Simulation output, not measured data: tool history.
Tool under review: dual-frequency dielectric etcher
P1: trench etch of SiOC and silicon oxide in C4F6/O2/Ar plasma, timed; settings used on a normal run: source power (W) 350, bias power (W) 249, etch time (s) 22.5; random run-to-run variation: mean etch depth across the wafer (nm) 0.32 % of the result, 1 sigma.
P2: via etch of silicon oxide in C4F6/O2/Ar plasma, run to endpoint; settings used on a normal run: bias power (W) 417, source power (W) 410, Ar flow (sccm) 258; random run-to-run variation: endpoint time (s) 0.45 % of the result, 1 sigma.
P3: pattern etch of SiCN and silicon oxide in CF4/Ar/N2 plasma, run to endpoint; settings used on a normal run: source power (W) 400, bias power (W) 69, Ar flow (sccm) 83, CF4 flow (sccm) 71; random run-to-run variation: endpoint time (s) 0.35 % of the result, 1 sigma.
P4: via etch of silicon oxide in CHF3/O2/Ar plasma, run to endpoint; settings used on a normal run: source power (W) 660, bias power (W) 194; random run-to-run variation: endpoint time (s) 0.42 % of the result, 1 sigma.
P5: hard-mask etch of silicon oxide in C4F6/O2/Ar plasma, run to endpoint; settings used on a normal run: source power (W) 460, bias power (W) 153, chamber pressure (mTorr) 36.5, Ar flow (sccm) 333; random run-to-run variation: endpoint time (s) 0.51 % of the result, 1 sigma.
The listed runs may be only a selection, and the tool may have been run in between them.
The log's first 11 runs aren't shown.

run	hour	process that ran	source power (W)	bias power (W)	etch time (s)	chamber pressure (mTorr)	Ar flow (sccm)	CF4 flow (sccm)	hours since the last wet clean	hours since the last source power generator calibration	hours since the last bias power generator calibration	mean etch depth across the wafer (nm)	endpoint time (s)
12	132.6	P1	440	347	22.5				381.1	3925.5	783.9	58.339	
13	145.1	P1	350	249	22.5				393.6	3938.0	796.4	47.667	
14	155.9	P1	350	339	13.0				404.4	3948.8	807.2	30.907	
15	165.7	P1	350	249	30.0				414.2	3958.6	817.0	64.016	
16	176.6	P5	460	153		36.5	333		425.1	3969.5	827.9		87.281
17	189.2	P5	460	153		27.0	333		437.7	3982.1	840.5		83.749
18	200.3	P3	400	69			99	71	448.8	3993.2	851.6		17.426
19	209.2	P2	340	417			258		457.7	4002.1	860.5		20.741
20	220.4	P1	490	249	22.5				468.9	4013.3	871.7	54.440	
21	229.5	P3	270	69			83	71	478.0	4022.4	880.8		24.242
22	244.1	P1	350	249	22.5				492.6	4037.0	895.4	47.846	
23	260.5	P1	350	309	22.5				509.0	4053.4	911.8	51.287	
24	272.4	P5	290	153		36.5	333		520.9	4065.3	923.7		103.640
25	282.4	P4	890	194					530.9	4075.3	933.7		238.480
26	296.2	P1	350	316	18.0				544.7	4089.1	947.5	41.477	
27	303.9	P1	350	249	16.0				552.4	4096.8	955.2	34.037	
28	314.7	P3	400	88			83	71	563.2	4107.6	966.0		15.875
29	328.0	P4	660	194					576.5	4120.9	979.3		269.860
30	337.9	P1	350	249	22.5				586.4	4130.8	989.2	47.741	

Predict the results of run 31:
31	353.2	P4	660	114					601.7	4146.1	1004.5		?

endpoint time (s): 319.640

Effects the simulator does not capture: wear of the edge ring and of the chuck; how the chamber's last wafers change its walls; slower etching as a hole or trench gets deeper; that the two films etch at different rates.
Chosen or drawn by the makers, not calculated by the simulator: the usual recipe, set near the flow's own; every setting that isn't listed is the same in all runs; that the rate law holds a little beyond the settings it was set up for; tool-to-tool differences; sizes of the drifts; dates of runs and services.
